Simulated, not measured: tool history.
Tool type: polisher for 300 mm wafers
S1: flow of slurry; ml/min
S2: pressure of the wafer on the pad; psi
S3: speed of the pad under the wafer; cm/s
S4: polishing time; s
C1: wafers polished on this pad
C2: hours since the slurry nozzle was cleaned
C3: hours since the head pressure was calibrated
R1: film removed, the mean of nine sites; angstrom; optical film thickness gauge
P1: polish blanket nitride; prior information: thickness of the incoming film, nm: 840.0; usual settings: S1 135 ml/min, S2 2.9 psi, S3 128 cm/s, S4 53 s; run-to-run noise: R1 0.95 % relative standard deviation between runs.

run,hour,S1,S2,S3,S4,C1,C2,C3,R1
1,8.5,135,2.9,128,53,529,548.8,226.0,836.76
2,20.1,135,2.9,172,53,655,560.4,237.6,1045.40
3,31.9,135,2.9,128,28,783,572.2,249.4,438.98
4,40.9,135,2.9,58,53,881,581.2,258.4,443.84
5,56.2,85,2.1,128,53,1047,596.5,273.7,547.15
6,69.6,90,2.9,190,53,1192,609.9,287.1,1045.30
7,83.7,135,2.9,128,53,1345,624.0,301.2,826.34
8,92.9,135,4.5,128,53,1445,633.2,310.4,1277.00
9,107.7,135,1.5,128,53,1606,648.0,325.2,421.47
10,125.4,135,2.9,128,79,1798,665.7,342.9,1237.70
11,136.4,80,2.9,128,53,1918,676.7,353.9,733.21
# hour 148.7: slurry nozzle cleaned
12,153.7,135,2.9,128,53,2106,5.0,371.2,836.52
13,169.1,195,2.9,128,53,2273,20.4,386.6,890.14
# hour 179.6: head pressure recalibrated
14,181.9,135,2.9,128,53,2412,33.2,2.3,822.28
15,199.2,135,2.9,128,53,2600,50.5,19.6,823.24
16,217.7,135,2.9,128,53,2801,69.0,38.1,826.28

Estimate the outcome of run 17 from the log above:
17,227.7,135,2.9,128,53,2909,79.0,48.1,?

R1: 825.87 angstrom

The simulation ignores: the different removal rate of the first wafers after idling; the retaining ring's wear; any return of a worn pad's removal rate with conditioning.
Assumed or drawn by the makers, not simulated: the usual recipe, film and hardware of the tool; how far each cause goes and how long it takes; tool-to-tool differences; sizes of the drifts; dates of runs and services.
